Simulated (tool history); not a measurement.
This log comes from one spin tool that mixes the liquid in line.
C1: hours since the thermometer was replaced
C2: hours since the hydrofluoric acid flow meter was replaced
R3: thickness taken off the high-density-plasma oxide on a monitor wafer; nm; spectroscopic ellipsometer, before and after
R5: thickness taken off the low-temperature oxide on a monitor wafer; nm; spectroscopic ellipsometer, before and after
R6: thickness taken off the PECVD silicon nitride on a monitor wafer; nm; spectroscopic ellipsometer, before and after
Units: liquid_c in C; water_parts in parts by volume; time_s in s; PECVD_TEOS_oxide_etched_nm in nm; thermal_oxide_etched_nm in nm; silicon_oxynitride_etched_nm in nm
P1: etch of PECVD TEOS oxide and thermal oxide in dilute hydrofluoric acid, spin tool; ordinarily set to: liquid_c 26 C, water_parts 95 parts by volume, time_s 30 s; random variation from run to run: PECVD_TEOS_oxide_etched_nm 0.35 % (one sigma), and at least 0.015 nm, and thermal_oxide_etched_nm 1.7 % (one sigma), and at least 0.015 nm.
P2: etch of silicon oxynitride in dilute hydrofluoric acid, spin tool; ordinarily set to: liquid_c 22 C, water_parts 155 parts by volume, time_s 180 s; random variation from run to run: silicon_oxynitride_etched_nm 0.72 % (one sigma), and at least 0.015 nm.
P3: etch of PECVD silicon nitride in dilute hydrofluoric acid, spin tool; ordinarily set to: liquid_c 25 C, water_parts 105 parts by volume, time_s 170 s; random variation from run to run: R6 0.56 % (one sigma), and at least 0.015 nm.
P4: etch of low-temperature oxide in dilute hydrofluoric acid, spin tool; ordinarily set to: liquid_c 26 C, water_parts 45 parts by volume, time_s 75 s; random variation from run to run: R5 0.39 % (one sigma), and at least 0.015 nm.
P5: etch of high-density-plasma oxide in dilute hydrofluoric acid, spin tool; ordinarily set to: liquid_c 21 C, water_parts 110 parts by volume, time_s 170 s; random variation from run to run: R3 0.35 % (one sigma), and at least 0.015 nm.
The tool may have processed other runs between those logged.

{"run": 1, "day": 0.304, "process": "P1", "liquid_c": 26, "water_parts": 95, "time_s": 30, "C1": 819.2, "C2": 214, "PECVD_TEOS_oxide_etched_nm": 9.8041, "thermal_oxide_etched_nm": 1.5942}
{"run": 2, "day": 0.712, "process": "P5", "liquid_c": 17, "water_parts": 110, "time_s": 170, "C1": 829, "C2": 223.8, "R3": 6.2516}
{"run": 3, "day": 0.992, "process": "P5", "liquid_c": 21, "water_parts": 110, "time_s": 170, "C1": 835.7, "C2": 230.5, "R3": 7.3857}
{"run": 4, "day": 1.279, "process": "P1", "liquid_c": 26, "water_parts": 95, "time_s": 15, "C1": 842.6, "C2": 237.4, "PECVD_TEOS_oxide_etched_nm": 4.8719, "thermal_oxide_etched_nm": 0.82865}
{"run": 5, "day": 1.525, "process": "P2", "liquid_c": 17, "water_parts": 155, "time_s": 180, "C1": 848.5, "C2": 243.3, "silicon_oxynitride_etched_nm": 2.686}
{"run": 6, "day": 1.954, "process": "P4", "liquid_c": 26, "water_parts": 20, "time_s": 75, "C1": 858.8, "C2": 253.6, "R5": 48.561}
{"run": 7, "day": 2.262, "process": "P1", "liquid_c": 33.5, "water_parts": 95, "time_s": 30, "C1": 866.2, "C2": 261, "PECVD_TEOS_oxide_etched_nm": 13.002, "thermal_oxide_etched_nm": 2.2078}
{"run": 8, "day": 2.496, "process": "P5", "liquid_c": 21, "water_parts": 40, "time_s": 170, "C1": 871.8, "C2": 266.6, "R3": 22.038}
{"run": 9, "day": 2.921, "process": "P2", "liquid_c": 22, "water_parts": 155, "time_s": 60, "C1": 882, "C2": 276.8, "silicon_oxynitride_etched_nm": 1.141}
{"run": 10, "day": 3.192, "process": "P1", "liquid_c": 26, "water_parts": 95, "time_s": 30, "C1": 888.5, "C2": 283.3, "PECVD_TEOS_oxide_etched_nm": 9.8064, "thermal_oxide_etched_nm": 1.6169}
{"run": 11, "day": 3.404, "process": "P1", "liquid_c": 33, "water_parts": 95, "time_s": 15, "C1": 893.6, "C2": 288.4, "PECVD_TEOS_oxide_etched_nm": 6.3744, "thermal_oxide_etched_nm": 1.0487}
{"run": 12, "day": 3.671, "process": "P1", "liquid_c": 26, "water_parts": 95, "time_s": 60, "C1": 900, "C2": 294.8, "PECVD_TEOS_oxide_etched_nm": 19.582, "thermal_oxide_etched_nm": 3.2772}
{"run": 13, "day": 4.017, "process": "P2", "liquid_c": 22, "water_parts": 155, "time_s": 180, "C1": 908.3, "C2": 303.1, "silicon_oxynitride_etched_nm": 3.4839}
{"run": 14, "day": 4.388, "process": "P1", "liquid_c": 26, "water_parts": 55, "time_s": 30, "C1": 917.2, "C2": 312, "PECVD_TEOS_oxide_etched_nm": 17.908, "thermal_oxide_etched_nm": 3.0121}
{"run": 15, "day": 4.804, "process": "P1", "liquid_c": 26, "water_parts": 95, "time_s": 30, "C1": 927.2, "C2": 322, "PECVD_TEOS_oxide_etched_nm": 9.8047, "thermal_oxide_etched_nm": 1.6274}
{"run": 16, "day": 5.042, "process": "P1", "liquid_c": 26, "water_parts": 35, "time_s": 45, "C1": 932.9, "C2": 327.7, "PECVD_TEOS_oxide_etched_nm": 43.235, "thermal_oxide_etched_nm": 7.3922}
{"run": 17, "day": 5.404, "process": "P3", "liquid_c": 25, "water_parts": 105, "time_s": 170, "C1": 941.6, "C2": 336.4, "R6": 4.4436}
{"run": 18, "day": 5.85, "process": "P4", "liquid_c": 31, "water_parts": 45, "time_s": 75, "C1": 952.3, "C2": 347.1, "R5": 25.226}
{"run": 19, "day": 6.162, "process": "P2", "liquid_c": 22, "water_parts": 35, "time_s": 180, "C1": 959.8, "C2": 354.6, "silicon_oxynitride_etched_nm": 16.618}
{"run": 20, "day": 6.462, "process": "P4", "liquid_c": 26, "water_parts": 45, "time_s": 75, "C1": 967, "C2": 361.8, "R5": 20.494}
{"run": 21, "day": 6.671, "process": "P5", "liquid_c": 21, "water_parts": 110, "time_s": 170, "C1": 972, "C2": 366.8, "R3": 7.38}
{"run": 22, "day": 6.879, "process": "P3", "liquid_c": 25, "water_parts": 105, "time_s": 250, "C1": 977, "C2": 371.8, "R6": 6.6967}
{"run": 23, "day": 7.304, "process": "P1", "liquid_c": 26, "water_parts": 95, "time_s": 30, "C1": 987.2, "C2": 382, "PECVD_TEOS_oxide_etched_nm": 9.7686, "thermal_oxide_etched_nm": 1.6123}
{"run": 24, "day": 7.512, "process": "P3", "liquid_c": 25, "water_parts": 105, "time_s": 170, "C1": 992.2, "C2": 387, "R6": 4.5155}
{"run": 25, "day": 7.942, "process": "P1", "liquid_c": 26, "water_parts": 165, "time_s": 30, "C1": 1002.5, "C2": 397.3, "PECVD_TEOS_oxide_etched_nm": 5.1632, "thermal_oxide_etched_nm": 0.87949}
{"run": 26, "day": 8.367, "process": "P1", "liquid_c": 26, "water_parts": 95, "time_s": 30, "C1": 1012.7, "C2": 407.5, "PECVD_TEOS_oxide_etched_nm": 9.7563, "thermal_oxide_etched_nm": 1.64}
{"run": 27, "day": 8.792, "process": "P5", "liquid_c": 21, "water_parts": 110, "time_s": 335, "C1": 1022.9, "C2": 417.7, "R3": 14.428}
{"run": 28, "day": 9.029, "process": "P3", "liquid_c": 30.5, "water_parts": 105, "time_s": 170, "C1": 1028.6, "C2": 423.4, "R6": 6.4092}
{"run": 29, "day": 9.346, "process": "P1", "liquid_c": 21, "water_parts": 95, "time_s": 30, "C1": 1036.2, "C2": 431, "PECVD_TEOS_oxide_etched_nm": 8.1137, "thermal_oxide_etched_nm": 1.3821}
{"run": 30, "day": 9.671, "process": "P1", "liquid_c": 26, "water_parts": 95, "time_s": 30, "C1": 1044, "C2": 438.8, "PECVD_TEOS_oxide_etched_nm": 9.8052, "thermal_oxide_etched_nm": 1.6304}
{"run": 31, "day": 10.046, "process": "P3", "liquid_c": 25, "water_parts": 40, "time_s": 170, "C1": 1053, "C2": 447.8, "R6": 11.58}
{"run": 32, "day": 10.292, "process": "P2", "liquid_c": 22, "water_parts": 155, "time_s": 180, "C1": 1058.9, "C2": 453.7, "silicon_oxynitride_etched_nm": 3.4334}

Run 33, settings as shown, results not yet in. Your forecast:
{"run": 33, "day": 10.612, "process": "P4", "liquid_c": 26, "water_parts": 45, "time_s": 40, "C1": 1066.6, "C2": 461.4, "R5": "?"}

Logged for run 33: R5 11.095 nm.

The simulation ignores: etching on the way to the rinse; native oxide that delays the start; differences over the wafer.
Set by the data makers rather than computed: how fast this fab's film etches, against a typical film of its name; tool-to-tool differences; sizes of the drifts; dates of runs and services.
